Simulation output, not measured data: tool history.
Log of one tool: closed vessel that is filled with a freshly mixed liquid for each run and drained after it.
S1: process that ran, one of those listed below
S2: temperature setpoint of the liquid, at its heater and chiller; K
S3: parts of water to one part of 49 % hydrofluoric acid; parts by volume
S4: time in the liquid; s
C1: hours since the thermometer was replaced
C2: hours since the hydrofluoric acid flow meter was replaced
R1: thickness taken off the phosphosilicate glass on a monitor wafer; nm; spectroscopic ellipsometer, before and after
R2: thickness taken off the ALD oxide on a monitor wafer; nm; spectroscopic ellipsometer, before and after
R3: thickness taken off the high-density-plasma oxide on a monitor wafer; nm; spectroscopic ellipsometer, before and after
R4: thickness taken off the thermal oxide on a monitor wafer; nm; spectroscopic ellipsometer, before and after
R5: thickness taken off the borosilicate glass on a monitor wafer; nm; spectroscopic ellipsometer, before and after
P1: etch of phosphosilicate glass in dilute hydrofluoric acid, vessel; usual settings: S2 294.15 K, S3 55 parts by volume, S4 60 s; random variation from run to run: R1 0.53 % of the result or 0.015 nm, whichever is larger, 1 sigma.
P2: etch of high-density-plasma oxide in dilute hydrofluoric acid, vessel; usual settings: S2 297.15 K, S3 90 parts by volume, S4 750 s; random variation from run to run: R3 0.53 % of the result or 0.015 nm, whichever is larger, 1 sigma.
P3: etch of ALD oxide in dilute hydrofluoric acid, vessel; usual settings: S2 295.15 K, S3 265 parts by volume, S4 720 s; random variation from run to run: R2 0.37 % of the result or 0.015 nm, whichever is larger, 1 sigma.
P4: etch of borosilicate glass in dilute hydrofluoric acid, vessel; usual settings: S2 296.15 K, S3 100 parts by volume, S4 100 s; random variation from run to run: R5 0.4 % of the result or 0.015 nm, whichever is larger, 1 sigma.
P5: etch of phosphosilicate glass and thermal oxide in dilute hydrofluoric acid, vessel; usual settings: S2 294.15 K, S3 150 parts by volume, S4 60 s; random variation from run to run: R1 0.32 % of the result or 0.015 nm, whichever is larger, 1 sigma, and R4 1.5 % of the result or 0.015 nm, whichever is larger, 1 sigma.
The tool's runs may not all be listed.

run    day  S1      S2   S3   S4     C1     C2      R1      R2      R3       R4      R5
  1  0.229  P1  294.15   55   60  567.2  280.7  149.93
  2  0.417  P3  290.65  265  720  571.7  285.2          22.673
  3  0.692  P1  301.15  100   60  578.3  291.8  104.69
  4  0.867  P2  297.15   90  750  582.5    296                  53.009
  5  1.096  P5  294.15  150   60    588  301.5  35.676                   1.5874
  6  1.408  P3  295.15  265  230  595.5    309           8.585
  7   1.65  P1  294.15   55   60  601.3  314.8  151.79
  8  1.796  P1  294.15  100   60  604.8  318.3  78.791
  9  1.962  P1  299.15   55   30  608.8  322.3  92.817
 10  2.125  P1  294.15   55  110  612.7  326.2  275.62
 11  2.346  P2  297.15   90  130    618  331.5                  9.1418
 12  2.571  P1  294.15   25   60  623.4  336.9   341.7
 13    2.8  P1  294.15   55   60  628.9  342.4  152.53
 14  2.946  P3  295.15  265  720  632.4  345.9          26.874
 15  3.258  P1  300.15   55  115  639.9  353.4  371.86
 16  3.508  P3  295.15  440  720  645.9  359.4          13.761
 17  3.754  P1  298.15   55   60  651.8  365.3  177.64
 18  4.038  P1  294.15   55   60  658.6  372.1  150.46
 19  4.246  P2  291.15   90  750  663.6  377.1                  41.614
 20   4.45  P1  294.15   55   60  668.5    382  150.49
 21  4.675  P2  297.15   20  750  673.9  387.4                  261.27
 22  4.929  P4  296.15  100  100    680  393.5                                   29.736
 23  5.121  P3  295.15  265  720  684.6  398.1          26.886
 24  5.329  P1  294.15   55   30  689.6  403.1  75.768
 25  5.508  P4  296.15  100   30  693.9  407.4                                   8.8547
 26  5.704  P5  294.15  150   30  698.6  412.1  17.831                  0.79138
 27   5.85  P4  302.65  100  100  702.1  415.6                                   38.247
 28  6.008  P1  294.15   55   60  705.9  419.4  151.81
 29  6.158  P5  301.15  150   60  709.5    423  46.192                   2.1058
 30  6.367  P5  294.15   45   60  714.5    428  134.31                   5.9789
 31  6.662  P4  296.15  100  100  721.6  435.1                                   29.661
 32  6.929  P4  296.15   55  100    728  441.5                                    57.07
 33  7.208  P1  290.15   55   60  734.7  448.2  127.67
 34  7.346  P1  294.15   55   60    738  451.5  150.62
 35  7.654  P1  294.15   55   60  745.4  458.9  142.57
 36  7.912  P1  294.15   55   60  751.6  465.1  141.18
 37  8.096  P1  294.15   55   60    756  469.5  140.42
 38  8.246  P1  294.15   55   60  759.6  473.1  138.49
 39  8.388  P1  294.15   55   60    763  476.5  139.39
 40  8.533  P1  294.15   55   60  766.5    480  137.92

What P1 gives has crept away from where it was. These 2 causes fit the log equally well, each at the size given:
A: liquid colder than its thermometer reads (K) = 2.02
B: hydrofluoric acid flow below the setpoint (%) = 7.65
The creep began at about day 7.346.

4 check runs are offered, one wafer each, their results left as question marks. Which one tells the causes apart?
check 1  8.679  P2  297.15   40  750                   ?
check 2  8.679  P4  301.65   70  100                           ?
check 3  8.679  P5  294.15   70   35           ?           ?
check 4  8.679  P3  295.15  355  385               ?

What each check would give under each cause:
  check  result    if A    if B
check 1      R3  117.32  117.38
check 2      R5  50.653  50.228
check 3      R1  44.671  44.587
check 3      R4  2.0331  2.0292
check 4      R2   9.197   8.883
How far apart the two closest causes lie, in the result that separates them most: check 1 0.05 %; check 2 0.84 %; check 3 0.19 %; check 4 3.47 %
Only check 4 tells the causes apart: in the others they would give nearly the same result.

Then check 4 was run and gave: R2 9.2231 nm. Which cause is it?

It is A: liquid colder than its thermometer reads (K).
